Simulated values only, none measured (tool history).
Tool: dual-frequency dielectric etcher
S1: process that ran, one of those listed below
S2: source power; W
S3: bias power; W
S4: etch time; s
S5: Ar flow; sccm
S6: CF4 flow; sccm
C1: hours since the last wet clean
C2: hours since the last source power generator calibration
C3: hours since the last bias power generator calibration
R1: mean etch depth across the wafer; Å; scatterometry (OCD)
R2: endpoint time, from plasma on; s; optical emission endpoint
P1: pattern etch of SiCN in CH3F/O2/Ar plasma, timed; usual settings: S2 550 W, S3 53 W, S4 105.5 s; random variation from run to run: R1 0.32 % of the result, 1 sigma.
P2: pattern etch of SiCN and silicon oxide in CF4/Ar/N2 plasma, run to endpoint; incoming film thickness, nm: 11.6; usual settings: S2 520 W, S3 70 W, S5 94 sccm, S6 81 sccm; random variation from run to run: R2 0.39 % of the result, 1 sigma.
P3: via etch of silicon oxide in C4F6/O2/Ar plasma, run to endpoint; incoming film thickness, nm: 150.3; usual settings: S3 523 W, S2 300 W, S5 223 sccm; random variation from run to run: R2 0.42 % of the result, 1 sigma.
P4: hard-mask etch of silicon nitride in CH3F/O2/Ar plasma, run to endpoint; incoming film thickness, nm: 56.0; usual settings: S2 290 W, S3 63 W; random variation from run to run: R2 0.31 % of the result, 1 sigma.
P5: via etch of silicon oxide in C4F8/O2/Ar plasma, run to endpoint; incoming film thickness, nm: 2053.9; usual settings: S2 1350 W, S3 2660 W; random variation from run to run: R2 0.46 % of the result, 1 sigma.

run   hour  S1    S2    S3     S4   S5  S6     C1      C2      C3      R1      R2
  1    4.7  P1   550    53  105.5           270.4  1054.5     900  405.69
  2   12.4  P1   360    53  105.5           278.1  1062.2   907.7  344.43
  3   18.2  P1   410    40  105.5           283.9    1068   913.5   330.2
  4   24.2  P5  1910  2660                  289.9    1074   919.5          375.29
  5   33.7  P2   520    70          94  97  299.4  1083.5     929          11.314
  6   41.4  P1   550    53     64           307.1  1091.2   936.7  243.74
  7   50.9  P2   520    70          94  81  316.6  1100.7   946.2           11.62
  8   57.9  P1   550    53    143           323.6  1107.7   953.2  549.01
  9   64.5  P4   350    63                  330.2  1114.3   959.8          88.511
 10   71.1  P4   290    83                  336.8  1120.9   966.4          86.186
 11   80.2  P5  1350  2009                  345.9    1130   975.5          472.52
 12   84.3  P5  1350  2660                    350  1134.1   979.6          430.65
 13   91.9  P3   300   737         223      357.6  1141.7   987.2          31.294
 14  100.1  P4   290    63                  365.8  1149.9   995.4          95.298
 15  104.5  P1   550    72  105.5           370.2  1154.3   999.8  445.93
 16  112.5  P3   300   523         169      378.2  1162.3  1007.8          34.704
     113.5  -- bias power generator calibrated
 17    120  P1   550    53  105.5           385.7  1169.8     6.5  404.23
 18    125  P1   730    53     66           390.7  1174.8    11.5  282.19
 19  130.2  P1   550    38  105.5           395.9    1180    16.7  366.99
 20  136.6  P5  1350  2660                  402.3  1186.4    23.1          431.18
 21  143.7  P1   550    53  105.5           409.4  1193.5    30.2  404.98
 22  150.8  P2   520    70          94  81  416.5  1200.6    37.3          11.665

Run 23 comes next. What will it give?
 23  160.2  P2  630  70      94  81  425.9  1210  46.7       ?

Run 23 gave R2 9.8421 s.
